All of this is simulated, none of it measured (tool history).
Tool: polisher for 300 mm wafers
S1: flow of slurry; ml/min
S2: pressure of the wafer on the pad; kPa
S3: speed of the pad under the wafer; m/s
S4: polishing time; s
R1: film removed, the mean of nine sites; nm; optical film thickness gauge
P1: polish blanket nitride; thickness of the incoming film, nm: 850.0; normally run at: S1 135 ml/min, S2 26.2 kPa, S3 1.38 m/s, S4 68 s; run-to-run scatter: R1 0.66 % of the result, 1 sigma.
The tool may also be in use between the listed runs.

run 1 day=0.446 | S1=135 S2=26.2 S3=1.38 S4=68 | R1=156.970
run 2 day=1.162 | S1=200 S2=26.2 S3=1.38 S4=35 | R1=85.396
run 3 day=1.683 | S1=135 S2=26.2 S3=1.38 S4=31 | R1=71.470
run 4 day=2.275 | S1=135 S2=26.2 S3=1.38 S4=68 | R1=155.890
run 5 day=2.650 | S1=135 S2=26.2 S3=1.38 S4=68 | R1=154.480
run 6 day=3.362 | S1=135 S2=26.2 S3=1.38 S4=68 | R1=154.810
run 7 day=4.021 | S1=135 S2=26.2 S3=1.38 S4=68 | R1=156.650
run 8 day=4.725 | S1=135 S2=26.2 S3=0.72 S4=68 | R1=91.995
run 9 day=5.046 | S1=205 S2=26.2 S3=1.38 S4=68 | R1=165.140
run 10 day=5.454 | S1=135 S2=14.5 S3=1.38 S4=68 | R1=86.538
run 11 day=5.804 | S1=135 S2=18.6 S3=1.38 S4=41 | R1=66.411
run 12 day=6.442 | S1=135 S2=26.2 S3=1.38 S4=68 | R1=153.780
run 13 day=7.142 | S1=135 S2=26.2 S3=1.38 S4=100 | R1=231.130
run 14 day=7.854 | S1=135 S2=40.0 S3=1.38 S4=68 | R1=240.100
run 15 day=8.500 | S1=100 S2=26.2 S3=1.38 S4=68 | R1=144.800
run 16 day=9.200 | S1=175 S2=33.1 S3=1.38 S4=68 | R1=206.640
run 17 day=9.562 | S1=135 S2=26.2 S3=2.00 S4=68 | R1=208.520
run 18 day=9.992 | S1=135 S2=26.2 S3=1.38 S4=68 | R1=157.280
run 19 day=10.683 | S1=135 S2=26.2 S3=1.38 S4=68 | R1=147.010
run 20 day=11.383 | S1=135 S2=26.2 S3=1.38 S4=68 | R1=144.470
run 21 day=12.046 | S1=135 S2=26.2 S3=1.38 S4=68 | R1=143.650
run 22 day=12.521 | S1=135 S2=26.2 S3=1.38 S4=68 | R1=140.520
-- day=12.750 worn pad replaced by a new one
run 23 day=13.104 | S1=135 S2=26.2 S3=1.38 S4=68 | R1=139.740
run 24 day=13.671 | S1=135 S2=26.2 S3=1.38 S4=68 | R1=138.280
run 25 day=13.988 | S1=135 S2=26.2 S3=1.38 S4=68 | R1=141.580

What P1 gives has crept away from where it was. These 2 causes fit the log equally well, each at the size given:
A: head's pressure below its setpoint, % = 9.97
B: slurry flow missing at the pad, % = 36.2
The creep began at about day 9.992.
Why every other cause is out:
removal rate lost through wear of the pad, %: serviced at day 12.750, which brought nothing back

4 check runs are offered, each on 3 wafers whose results are averaged, their results left as question marks. Which one tells the causes apart?
run check 1 day=14.304 | S1=135 S2=35.9 S3=1.38 S4=68 | R1=?
run check 2 day=14.304 | S1=135 S2=26.2 S3=1.10 S4=68 | R1=?
run check 3 day=14.304 | S1=135 S2=17.2 S3=1.38 S4=31 | R1=?
run check 4 day=14.304 | S1=195 S2=26.2 S3=0.80 S4=68 | R1=?

What each check would give under each cause:
check=check_1 result=R1 if_A=191.500 if_B=191.480
check=check_2 result=R1 if_A=116.730 if_B=116.710
check=check_3 result=R1 if_A=41.973 if_B=41.967
check=check_4 result=R1 if_A=95.991 if_B=98.888
How far apart the two closest causes lie, in the result that separates them most: check 1 0.01 %; check 2 0.01 %; check 3 0.01 %; check 4 2.97 %
Only check 4 tells the causes apart: in the others they would give nearly the same result.

Check 4 was then run and gave: R1 95.513 nm. Which cause is it?

It is A: head's pressure below its setpoint, %.
